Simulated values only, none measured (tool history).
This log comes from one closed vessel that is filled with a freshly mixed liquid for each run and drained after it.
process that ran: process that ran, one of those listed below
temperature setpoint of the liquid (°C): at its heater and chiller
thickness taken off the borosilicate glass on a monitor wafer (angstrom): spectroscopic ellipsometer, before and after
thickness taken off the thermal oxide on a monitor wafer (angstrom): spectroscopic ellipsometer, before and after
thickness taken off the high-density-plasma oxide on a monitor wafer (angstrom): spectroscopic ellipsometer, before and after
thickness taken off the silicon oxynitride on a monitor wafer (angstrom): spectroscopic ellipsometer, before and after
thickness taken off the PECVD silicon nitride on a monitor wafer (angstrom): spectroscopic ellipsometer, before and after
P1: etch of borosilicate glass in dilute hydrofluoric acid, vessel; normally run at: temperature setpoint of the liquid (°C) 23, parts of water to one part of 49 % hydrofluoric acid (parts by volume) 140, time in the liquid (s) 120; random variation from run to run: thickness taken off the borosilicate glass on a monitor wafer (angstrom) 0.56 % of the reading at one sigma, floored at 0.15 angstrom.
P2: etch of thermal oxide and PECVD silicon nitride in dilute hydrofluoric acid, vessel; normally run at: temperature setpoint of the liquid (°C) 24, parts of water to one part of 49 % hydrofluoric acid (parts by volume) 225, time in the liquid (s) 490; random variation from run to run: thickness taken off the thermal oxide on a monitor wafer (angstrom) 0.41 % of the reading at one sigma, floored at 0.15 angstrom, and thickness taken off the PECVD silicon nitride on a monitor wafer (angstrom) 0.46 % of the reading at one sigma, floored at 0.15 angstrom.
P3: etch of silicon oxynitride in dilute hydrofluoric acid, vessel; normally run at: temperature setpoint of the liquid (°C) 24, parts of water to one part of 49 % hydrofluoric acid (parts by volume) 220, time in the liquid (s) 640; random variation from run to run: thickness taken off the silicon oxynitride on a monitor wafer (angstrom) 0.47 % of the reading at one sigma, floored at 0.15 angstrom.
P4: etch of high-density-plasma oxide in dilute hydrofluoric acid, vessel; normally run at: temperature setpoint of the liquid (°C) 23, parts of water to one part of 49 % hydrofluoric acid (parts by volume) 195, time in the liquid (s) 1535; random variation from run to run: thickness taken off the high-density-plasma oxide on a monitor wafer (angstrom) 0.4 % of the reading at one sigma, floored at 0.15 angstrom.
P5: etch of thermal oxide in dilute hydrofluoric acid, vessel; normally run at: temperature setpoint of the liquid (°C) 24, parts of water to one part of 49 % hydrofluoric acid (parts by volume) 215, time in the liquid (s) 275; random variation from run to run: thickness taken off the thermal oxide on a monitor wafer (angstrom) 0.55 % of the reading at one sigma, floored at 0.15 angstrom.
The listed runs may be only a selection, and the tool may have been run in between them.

| run | hour | process that ran | temperature setpoint of the liquid (°C) | parts of water to one part of 49 % hydrofluoric acid (parts by volume) | time in the liquid (s) | thickness taken off the borosilicate glass on a monitor wafer (angstrom) | thickness taken off the thermal oxide on a monitor wafer (angstrom) | thickness taken off the high-density-plasma oxide on a monitor wafer (angstrom) | thickness taken off the silicon oxynitride on a monitor wafer (angstrom) | thickness taken off the PECVD silicon nitride on a monitor wafer (angstrom) |
|---|---|---|---|---|---|---|---|---|---|---|
| 1 | 13.7 | P1 | 23 | 140 | 120 | 183.53 |  |  |  |  |
| 2 | 21.1 | P5 | 24 | 215 | 275 |  | 51.45 |  |  |  |
| 3 | 30.5 | P5 | 24 | 85 | 275 |  | 151.64 |  |  |  |
| 4 | 43.5 | P5 | 18 | 215 | 275 |  | 40.611 |  |  |  |
| 5 | 57.9 | P4 | 23 | 95 | 1535 |  |  | 1035 |  |  |
| 6 | 67.3 | P3 | 24 | 310 | 640 |  |  |  | 28.648 |  |
| 7 | 77.4 | P3 | 20 | 220 | 640 |  |  |  | 36.027 |  |
| 8 | 92.6 | P1 | 23 | 140 | 120 | 184.02 |  |  |  |  |
| 9 | 100.4 | P4 | 23 | 195 | 1535 |  |  | 450.25 |  |  |
| 10 | 113.4 | P1 | 23 | 140 | 40 | 61.36 |  |  |  |  |
| 11 | 121.1 | P1 | 23 | 50 | 120 | 577.12 |  |  |  |  |
| 12 | 129.7 | P5 | 24 | 215 | 405 |  | 75.422 |  |  |  |
| 13 | 141.1 | P1 | 23 | 140 | 200 | 308.81 |  |  |  |  |
| 14 | 154.1 | P5 | 24 | 215 | 275 |  | 51.372 |  |  |  |
| 15 | 169.6 | P1 | 23 | 140 | 120 | 184.91 |  |  |  |  |
| 16 | 181.9 | P1 | 23 | 140 | 120 | 183.43 |  |  |  |  |
| 17 | 191 | P4 | 28 | 195 | 1535 |  |  | 535.27 |  |  |
| 18 | 199 | P1 | 17 | 140 | 120 | 145.29 |  |  |  |  |
| 19 | 206 | P2 | 24 | 225 | 490 |  | 88.955 |  |  | 64.443 |
| 20 | 214.5 | P2 | 24 | 225 | 70 |  | 12.938 |  |  | 9.123 |
| 21 | 224.2 | P4 | 23 | 195 | 2690 |  |  | 792.32 |  |  |
| 22 | 234.6 | P1 | 23 | 225 | 120 | 105.03 |  |  |  |  |
| 23 | 246.7 | P1 | 23 | 140 | 120 | 185.66 |  |  |  |  |

Run 24 has not been measured yet. What should we expect?
| 24 | 262.2 | P1 | 19.5 | 140 | 230 | ? |  |  |  |  |

thickness taken off the borosilicate glass on a monitor wafer (angstrom): 309.13
